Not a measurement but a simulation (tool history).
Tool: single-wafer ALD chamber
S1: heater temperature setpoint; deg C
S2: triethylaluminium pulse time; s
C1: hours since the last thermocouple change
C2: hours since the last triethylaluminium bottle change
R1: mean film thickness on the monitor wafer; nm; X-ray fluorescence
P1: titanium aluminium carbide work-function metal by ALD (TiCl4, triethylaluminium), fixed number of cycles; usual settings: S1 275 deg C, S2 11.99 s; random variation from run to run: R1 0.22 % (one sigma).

run 1 day=0.271 | S1=275 S2=11.99 | C1=1080.6 C2=169.3 | R1=1.8326
run 2 day=0.567 | S1=275 S2=11.99 | C1=1087.7 C2=176.4 | R1=1.8376
run 3 day=0.954 | S1=298 S2=11.99 | C1=1097 C2=185.7 | R1=2.0398
run 4 day=1.488 | S1=275 S2=18.6 | C1=1109.8 C2=198.5 | R1=1.87
run 5 day=1.933 | S1=275 S2=11.99 | C1=1120.5 C2=209.2 | R1=1.8416
run 6 day=2.338 | S1=275 S2=11.99 | C1=1130.2 C2=218.9 | R1=1.8398
run 7 day=2.788 | S1=275 S2=4.11 | C1=1141 C2=229.7 | R1=1.4178
-- day=2.9 triethylaluminium bottle replaced
run 8 day=3.292 | S1=275 S2=11.99 | C1=1153.1 C2=9.5 | R1=1.8423
run 9 day=3.762 | S1=275 S2=11.99 | C1=1164.4 C2=20.8 | R1=1.8381
run 10 day=4.233 | S1=265 S2=17.55 | C1=1175.7 C2=32.1 | R1=1.777
run 11 day=4.779 | S1=251 S2=11.99 | C1=1188.8 C2=45.2 | R1=1.6357
run 12 day=5.046 | S1=275 S2=11.99 | C1=1195.2 C2=51.6 | R1=1.8414
run 13 day=5.508 | S1=275 S2=11.99 | C1=1206.3 C2=62.7 | R1=1.837
run 14 day=5.888 | S1=275 S2=11.99 | C1=1215.4 C2=71.8 | R1=1.8249
run 15 day=6.162 | S1=275 S2=11.99 | C1=1222 C2=78.4 | R1=1.814
run 16 day=6.558 | S1=275 S2=11.99 | C1=1231.5 C2=87.9 | R1=1.8168
run 17 day=6.842 | S1=275 S2=11.99 | C1=1238.3 C2=94.7 | R1=1.8126
run 18 day=7.417 | S1=275 S2=11.99 | C1=1252.1 C2=108.5 | R1=1.8091
run 19 day=7.738 | S1=275 S2=11.99 | C1=1259.8 C2=116.2 | R1=1.8107
run 20 day=8.279 | S1=275 S2=11.99 | C1=1272.8 C2=129.2 | R1=1.8072

What P1 gives has crept away from where it was. These 2 causes fit the log equally well, each at the size given:
A: wafer temperature below the value expected at the setpoint (K) = 3.62
B: triethylaluminium dose below that of a fresh bottle (%) = 17.4
The creep began at about day 5.508.

4 check runs are offered, one wafer each, their results left as question marks. Which one tells the causes apart?
run check 1 day=8.821 | S1=295 S2=11.99 | R1=?
run check 2 day=8.821 | S1=265 S2=11.99 | R1=?
run check 3 day=8.821 | S1=283 S2=6.08 | R1=?
run check 4 day=8.821 | S1=252 S2=16.6 | R1=?

What each check would give under each cause:
check=check_1 result=R1 if_A=1.9833 if_B=1.981
check=check_2 result=R1 if_A=1.721 if_B=1.7221
check=check_3 result=R1 if_A=1.6735 if_B=1.5969
check=check_4 result=R1 if_A=1.6449 if_B=1.6528
How far apart the two closest causes lie, in the result that separates them most: check 1 0.12 %; check 2 0.07 %; check 3 4.68 %; check 4 0.48 %
Check 3 tells the causes apart: in the others they would give nearly the same result.

Check 3 was then run and gave: R1 1.5969 nm. Which cause is it?

It is B: triethylaluminium dose below that of a fresh bottle (%).
